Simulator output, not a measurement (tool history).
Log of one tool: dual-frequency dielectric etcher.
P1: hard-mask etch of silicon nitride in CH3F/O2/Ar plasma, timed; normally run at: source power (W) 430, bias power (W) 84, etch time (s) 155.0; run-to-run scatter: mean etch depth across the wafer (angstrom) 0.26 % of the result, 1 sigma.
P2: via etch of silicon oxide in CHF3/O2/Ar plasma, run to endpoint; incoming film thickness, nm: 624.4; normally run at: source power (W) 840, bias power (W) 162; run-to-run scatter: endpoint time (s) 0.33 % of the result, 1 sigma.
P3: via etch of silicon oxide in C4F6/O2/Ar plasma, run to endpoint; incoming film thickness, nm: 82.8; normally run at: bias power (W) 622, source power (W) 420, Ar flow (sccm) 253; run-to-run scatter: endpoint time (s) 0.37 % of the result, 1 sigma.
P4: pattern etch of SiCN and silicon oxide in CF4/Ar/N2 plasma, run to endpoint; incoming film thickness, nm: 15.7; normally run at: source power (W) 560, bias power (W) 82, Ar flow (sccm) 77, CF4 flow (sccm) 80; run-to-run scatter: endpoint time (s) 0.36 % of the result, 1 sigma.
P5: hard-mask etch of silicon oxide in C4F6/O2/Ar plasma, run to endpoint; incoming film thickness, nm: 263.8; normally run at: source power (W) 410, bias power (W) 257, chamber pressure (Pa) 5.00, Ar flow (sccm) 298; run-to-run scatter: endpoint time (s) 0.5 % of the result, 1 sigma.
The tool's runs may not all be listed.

run,day,process that ran,source power (W),bias power (W),etch time (s),Ar flow (sccm),CF4 flow (sccm),chamber pressure (Pa),hours since the last wet clean,hours since the last source power generator calibration,hours since the last bias power generator calibration,mean etch depth across the wafer (angstrom),endpoint time (s)
1,0.567,P1,430,84,155.0,,,,322.8,854.6,971.1,1157.20,
2,0.917,P1,430,84,155.0,,,,331.2,863.0,979.5,1162.70,
3,1.229,P4,560,54,,77,80,,338.7,870.5,987.0,,15.775
4,1.838,P1,430,84,155.0,,,,353.3,885.1,1001.6,1162.60,
5,2.254,P2,670,162,,,,,363.3,895.1,1011.6,,319.420
6,2.829,P4,560,82,,77,48,,377.1,908.9,1025.4,,14.947
7,3.471,P3,420,622,,253,,,392.5,924.3,1040.8,,15.990
8,4.067,P3,420,622,,154,,,406.8,938.6,1055.1,,15.173
9,4.625,P1,430,84,95.5,,,,420.2,952.0,1068.5,716.01,
10,5.104,P1,430,84,155.0,,,,431.7,963.5,1080.0,1164.30,
11,5.458,P4,560,82,,105,80,,440.2,972.0,1088.5,,14.430
12,5.904,P1,600,84,155.0,,,,450.9,982.7,1099.2,1324.00,
13,6.292,P5,410,257,,298,,5.00,460.2,992.0,1108.5,,76.825
14,6.708,P5,410,257,,298,,5.00,470.2,1002.0,1118.5,,76.797
15,7.008,P2,840,229,,,,,477.4,1009.2,1125.7,,260.590
16,7.296,P2,840,162,,,,,484.3,1016.1,1132.6,,293.620
17,7.646,P1,430,53,155.0,,,,492.7,1024.5,1141.0,997.24,
18,8.012,P4,440,82,,77,80,,501.5,1033.3,1149.8,,17.169
19,8.417,P1,300,84,155.0,,,,511.2,1043.0,1159.5,1020.60,
20,8.833,P4,560,82,,77,80,,521.2,1053.0,1169.5,,13.806
21,9.192,P1,430,84,155.0,,,,529.8,1061.6,1178.1,1169.60,

Forecast run 22:
22,9.738,P5,410,257,,298,,3.40,542.9,1074.7,1191.2,,?

endpoint time (s): 72.702
